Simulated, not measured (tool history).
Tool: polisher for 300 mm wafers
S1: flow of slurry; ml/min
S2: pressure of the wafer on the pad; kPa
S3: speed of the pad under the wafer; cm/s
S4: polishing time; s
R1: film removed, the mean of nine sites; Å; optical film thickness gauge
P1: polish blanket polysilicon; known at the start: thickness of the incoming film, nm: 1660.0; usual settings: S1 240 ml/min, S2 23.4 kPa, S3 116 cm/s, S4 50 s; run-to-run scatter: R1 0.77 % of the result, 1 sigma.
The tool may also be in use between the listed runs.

run,hour,S1,S2,S3,S4,R1
1,6.9,240,23.4,116,50,5791.5
2,13.6,240,23.4,60,50,2988.2
3,19.7,240,23.4,116,29,3419.7
4,24.6,240,23.4,116,50,5796.9
5,30.1,240,23.4,58,35,2014.5
6,33.4,240,35.2,116,50,8685.2
7,40.8,240,23.4,164,50,8243.9
8,46.8,240,23.4,116,50,5810.4
9,52.9,240,23.4,116,72,8319.0
10,56.7,145,23.4,116,37,4042.2
11,64.1,240,23.4,116,50,5820.3
12,69.8,240,23.4,116,50,5721.0
13,75.0,240,36.5,116,74,13452.0
14,78.2,145,23.4,116,50,5457.8
# hour 81.2: worn pad replaced by a new one
15,85.1,240,23.4,116,50,5837.4
16,89.8,240,23.4,116,50,5787.6
17,96.1,240,11.7,116,50,2885.8
18,103.0,305,23.4,116,50,5941.7
19,108.9,240,23.4,116,50,5804.8
20,116.0,240,23.4,116,50,5729.6
21,122.1,240,23.4,116,50,5609.3
22,126.3,240,23.4,116,50,5573.7
23,133.3,240,23.4,116,50,5542.6
24,138.9,240,23.4,116,50,5549.3
25,144.6,240,23.4,116,50,5461.4
26,150.1,240,23.4,116,50,5516.8
# hour 152.7: worn pad replaced by a new one
27,157.4,240,23.4,116,50,5582.5
28,163.1,240,23.4,116,50,5430.7
29,170.1,240,23.4,116,50,5533.2

What P1 gives has crept away from where it was. These 2 causes fit the log equally well, each at the size given:
A: slurry flow missing at the pad, % = 33.6
B: head's pressure below its setpoint, % = 5.39
The creep began at about hour 108.9.
Why every other cause is out:
removal rate lost through wear of the pad, %: serviced at hour 152.7, which brought nothing back

4 check runs are offered, each on 3 wafers whose results are averaged, their results left as question marks. Which one tells the causes apart?
check 1,177.1,240,12.4,116,65,?
check 2,177.1,145,35.2,116,50,?
check 3,177.1,240,29.6,116,50,?
check 4,177.1,240,23.4,70,65,?

What each check would give under each cause:
check,result,if A,if B
check 1,R1,3771.6,3771.8
check 2,R1,7405.9,7653.0
check 3,R1,6930.7,6931.0
check 4,R1,4299.1,4299.2
How far apart the two closest causes lie, in the result that separates them most: check 1 0 %; check 2 3.28 %; check 3 0 %; check 4 0 %
Check 2 tells the causes apart: in the others they would give nearly the same result.

Then check 2 was run and gave: R1 7667.5 Å. Which cause is it?

It is B: head's pressure below its setpoint, %.

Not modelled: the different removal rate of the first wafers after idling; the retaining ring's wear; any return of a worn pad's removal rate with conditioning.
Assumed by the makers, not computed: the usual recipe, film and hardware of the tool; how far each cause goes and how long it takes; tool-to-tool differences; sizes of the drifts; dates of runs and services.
